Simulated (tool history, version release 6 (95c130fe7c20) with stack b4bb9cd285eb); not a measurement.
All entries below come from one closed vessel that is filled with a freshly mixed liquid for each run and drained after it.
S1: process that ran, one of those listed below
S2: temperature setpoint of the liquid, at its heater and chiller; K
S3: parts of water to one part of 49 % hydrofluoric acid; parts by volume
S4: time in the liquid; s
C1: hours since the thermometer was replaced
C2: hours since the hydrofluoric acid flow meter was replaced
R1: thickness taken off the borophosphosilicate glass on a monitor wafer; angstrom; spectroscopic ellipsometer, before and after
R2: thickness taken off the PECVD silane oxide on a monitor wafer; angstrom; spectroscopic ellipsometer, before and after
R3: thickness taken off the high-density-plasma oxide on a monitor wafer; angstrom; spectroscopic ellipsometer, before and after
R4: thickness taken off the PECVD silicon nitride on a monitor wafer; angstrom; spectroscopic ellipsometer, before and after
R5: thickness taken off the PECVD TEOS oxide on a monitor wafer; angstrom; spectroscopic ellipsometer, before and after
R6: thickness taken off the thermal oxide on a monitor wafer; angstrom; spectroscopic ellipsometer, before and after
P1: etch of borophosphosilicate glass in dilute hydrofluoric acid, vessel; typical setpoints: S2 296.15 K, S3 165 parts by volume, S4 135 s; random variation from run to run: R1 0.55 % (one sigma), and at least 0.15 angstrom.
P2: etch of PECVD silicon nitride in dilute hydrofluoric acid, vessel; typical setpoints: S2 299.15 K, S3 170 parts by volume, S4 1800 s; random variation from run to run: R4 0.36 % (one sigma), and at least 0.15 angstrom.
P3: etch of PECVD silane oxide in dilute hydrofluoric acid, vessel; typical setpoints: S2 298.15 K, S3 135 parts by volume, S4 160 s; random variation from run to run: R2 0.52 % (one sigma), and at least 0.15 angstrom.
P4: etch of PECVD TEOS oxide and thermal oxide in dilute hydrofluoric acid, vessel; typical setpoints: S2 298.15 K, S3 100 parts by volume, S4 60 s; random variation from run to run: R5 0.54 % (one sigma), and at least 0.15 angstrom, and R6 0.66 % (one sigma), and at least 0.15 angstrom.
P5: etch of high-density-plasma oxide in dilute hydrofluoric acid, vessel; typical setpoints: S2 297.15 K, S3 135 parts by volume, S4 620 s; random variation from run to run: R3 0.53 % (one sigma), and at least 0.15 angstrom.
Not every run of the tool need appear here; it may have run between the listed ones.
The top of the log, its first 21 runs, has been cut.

{"run": 22, "day": 8.004, "S1": "P4", "S2": 298.15, "S3": 175, "S4": 60, "C1": 1741.7, "C2": 688.3, "R5": 93.232, "R6": 15.763}
{"run": 23, "day": 8.275, "S1": "P1", "S2": 296.15, "S3": 165, "S4": 230, "C1": 1748.2, "C2": 694.8, "R1": 515.01}
{"run": 24, "day": 8.55, "S1": "P2", "S2": 305.15, "S3": 170, "S4": 1800, "C1": 1754.8, "C2": 701.4, "R4": 304.72}
{"run": 25, "day": 8.842, "S1": "P1", "S2": 296.15, "S3": 165, "S4": 135, "C1": 1761.8, "C2": 708.4, "R1": 298.63}
{"run": 26, "day": 9.125, "S1": "P4", "S2": 298.15, "S3": 100, "S4": 60, "C1": 1768.6, "C2": 715.2, "R5": 176.02, "R6": 30.399}
{"run": 27, "day": 9.579, "S1": "P3", "S2": 291.15, "S3": 135, "S4": 160, "C1": 1779.5, "C2": 726.1, "R2": 180.62}
{"run": 28, "day": 9.842, "S1": "P4", "S2": 298.15, "S3": 100, "S4": 60, "C1": 1785.8, "C2": 732.4, "R5": 178.72, "R6": 30.37}
{"run": 29, "day": 10.342, "S1": "P1", "S2": 302.65, "S3": 165, "S4": 135, "C1": 1797.8, "C2": 744.4, "R1": 381.33}
{"run": 30, "day": 10.721, "S1": "P1", "S2": 299.65, "S3": 165, "S4": 220, "C1": 1806.9, "C2": 753.5, "R1": 558.57}

Expected results for the next run?
{"run": 31, "day": 11.258, "S1": "P1", "S2": 296.15, "S3": 165, "S4": 135, "C1": 1819.8, "C2": 766.4, "R1": "?"}

R1: 301.29 angstrom
